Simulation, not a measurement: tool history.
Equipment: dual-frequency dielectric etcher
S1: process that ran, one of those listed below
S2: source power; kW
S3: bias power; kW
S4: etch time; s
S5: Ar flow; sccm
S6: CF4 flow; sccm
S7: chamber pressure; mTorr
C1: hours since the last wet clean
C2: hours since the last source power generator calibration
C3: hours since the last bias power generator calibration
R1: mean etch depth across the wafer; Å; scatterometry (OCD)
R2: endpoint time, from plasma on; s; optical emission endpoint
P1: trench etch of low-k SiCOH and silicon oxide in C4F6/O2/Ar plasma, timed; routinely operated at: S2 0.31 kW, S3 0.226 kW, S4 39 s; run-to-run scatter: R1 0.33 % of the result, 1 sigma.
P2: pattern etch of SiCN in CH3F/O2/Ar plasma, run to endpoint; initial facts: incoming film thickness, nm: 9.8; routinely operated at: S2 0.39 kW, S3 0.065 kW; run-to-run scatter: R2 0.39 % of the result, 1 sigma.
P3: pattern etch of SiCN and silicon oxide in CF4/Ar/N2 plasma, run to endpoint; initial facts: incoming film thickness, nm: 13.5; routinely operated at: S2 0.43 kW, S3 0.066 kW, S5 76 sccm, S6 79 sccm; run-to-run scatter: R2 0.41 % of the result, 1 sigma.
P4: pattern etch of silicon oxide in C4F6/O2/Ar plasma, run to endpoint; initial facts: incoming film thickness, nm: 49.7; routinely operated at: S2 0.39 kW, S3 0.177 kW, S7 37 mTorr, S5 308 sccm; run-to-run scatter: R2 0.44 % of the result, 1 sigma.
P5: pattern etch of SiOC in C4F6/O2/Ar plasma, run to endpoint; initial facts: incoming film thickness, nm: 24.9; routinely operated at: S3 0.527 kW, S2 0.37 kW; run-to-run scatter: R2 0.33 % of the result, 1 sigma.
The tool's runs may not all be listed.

run	hour	S1	S2	S3	S4	S5	S6	S7	C1	C2	C3	R1	R2
1	3.3	P1	0.31	0.226	39				436.3	1045.3	2752.3	1209.5	
2	6	P1	0.24	0.226	39				439	1048	2755	1098.5	
3	10.9	P1	0.31	0.226	39				443.9	1052.9	2759.9	1212.2	
4	15.6	P1	0.31	0.226	50.5				448.6	1057.6	2764.6	1563.1	
5	17.9	P3	0.3	0.066		76	79		450.9	1059.9	2766.9		22.548
6	22.7	P1	0.31	0.226	39				455.7	1064.7	2771.7	1213.3	
7	25.7	P3	0.43	0.066		76	63		458.7	1067.7	2774.7		16.782
8	29.6	P1	0.42	0.226	28.5				462.6	1071.6	2778.6	988.03	
9	32.4	P2	0.39	0.065					465.4	1074.4	2781.4		27.062
10	36.2	P2	0.27	0.065					469.2	1078.2	2785.2		31.249
11	41.1	P4	0.39	0.177		418		37	474.1	1083.1	2790.1		16.716
12	45.8	P2	0.39	0.065					478.8	1087.8	2794.8		27.175
13	48.7	P3	0.43	0.066		107	79		481.7	1090.7	2797.7		17.255
14	51.8	P4	0.39	0.227		308		37	484.8	1093.8	2800.8		15.013
15	55.7	P1	0.31	0.143	25.5				488.7	1097.7	2804.7	678.76	
16	59.9	P4	0.39	0.177		308		44	492.9	1101.9	2808.9		16.492
17	64	P3	0.43	0.043		76	79		497	1106	2813		18.588
18	67.2	P3	0.43	0.066		76	79		500.2	1109.2	2816.2		16.392
19	70	P1	0.31	0.226	39				503	1112	2819	1204.6	
20	74.3	P5	0.37	0.405					507.3	1116.3	2823.3		9.192
21	78.7	P1	0.4	0.226	39				511.7	1120.7	2827.7	1330.1	
22	81.8	P1	0.31	0.134	39				514.8	1123.8	2830.8	1021.7	
23	85.3	P4	0.39	0.177		308		37	518.3	1127.3	2834.3		16.241
24	88.6	P2	0.39	0.052					521.6	1130.6	2837.6		29.41
25	92.3	P1	0.31	0.226	27.5				525.3	1134.3	2841.3	852	
26	95.7	P1	0.2	0.137	39				528.7	1137.7	2844.7	871.45	
27	99	P1	0.31	0.226	39				532	1141	2848	1208.4	
28	103.7	P1	0.31	0.3	39				536.7	1145.7	2852.7	1331.2	
29	107.4	P3	0.43	0.066		76	79		540.4	1149.4	2856.4		16.298
30	111.5	P5	0.37	0.527					544.5	1153.5	2860.5		8.326
31	115.7	P1	0.31	0.226	39				548.7	1157.7	2864.7	1204.5	
32	119	P4	0.54	0.177		308		37	552	1161	2868		14.359
33	121.7	P5	0.47	0.527					554.7	1163.7	2870.7		7.6213
34	126.1	P1	0.31	0.226	39				559.1	1168.1	2875.1	1205.9	
35	131	P1	0.31	0.226	39				564	1173	2880	1193.2	
36	134.3	P1	0.31	0.226	39				567.3	1176.3	2883.3	1191.2	
37	138	P1	0.31	0.226	39				571	1180	2887	1190.3	
# hour 139: wet clean of the chamber
38	141.6	P1	0.31	0.226	39				2.6	1183.6	2890.6	1189.8	
39	144.3	P1	0.31	0.226	39				5.3	1186.3	2893.3	1188.3	
40	147.5	P1	0.31	0.226	39				8.5	1189.5	2896.5	1192.7	
41	149.8	P1	0.31	0.226	39				10.8	1191.8	2898.8	1192.5	
42	153.4	P1	0.31	0.226	39				14.4	1195.4	2902.4	1187	
43	158.1	P1	0.31	0.226	39				19.1	1200.1	2907.1	1185.5	

Something has made what P1 gives creep away from where it was; the 2 causes below, each at its own stated size, fit the log equally well:
A: bias power that arrives under what is set, % = 4.76
B: source power that arrives under what is set, % = 4.19
The drift started at roughly hour 126.1.
Other possible causes, and why each is ruled out:
chamber walls in a state that lowers the etch rate, %: serviced at hour 139, after the change had begun; the process did not return to its earlier output

Of the 4 check runs below, each run on 2 wafers with the results averaged and each result still a question mark, which one would tell the listed causes apart?
check 1	162.8	P5	0.37	0.527									?
check 2	162.8	P3	0.43	0.066		76	79						?
check 3	162.8	P4	0.39	0.177		308		37					?
check 4	162.8	P2	0.39	0.065									?

How each check would come out, cause by cause:
check	result	if A	if B
check 1	R2	8.5191	8.4968
check 2	R2	16.582	16.966
check 3	R2	16.507	16.53
check 4	R2	27.65	27.633
Smallest distance between any two causes, each pair judged by its most separating result, in per cent: check 1 0.26 %; check 2 2.29 %; check 3 0.14 %; check 4 0.06 %
Only check 2 tells the causes apart: in the others they would give nearly the same result.

Check 2 has now been run. It gave: R2 16.576 s. Which of the candidate causes is it?

It is A: bias power that arrives under what is set, %.

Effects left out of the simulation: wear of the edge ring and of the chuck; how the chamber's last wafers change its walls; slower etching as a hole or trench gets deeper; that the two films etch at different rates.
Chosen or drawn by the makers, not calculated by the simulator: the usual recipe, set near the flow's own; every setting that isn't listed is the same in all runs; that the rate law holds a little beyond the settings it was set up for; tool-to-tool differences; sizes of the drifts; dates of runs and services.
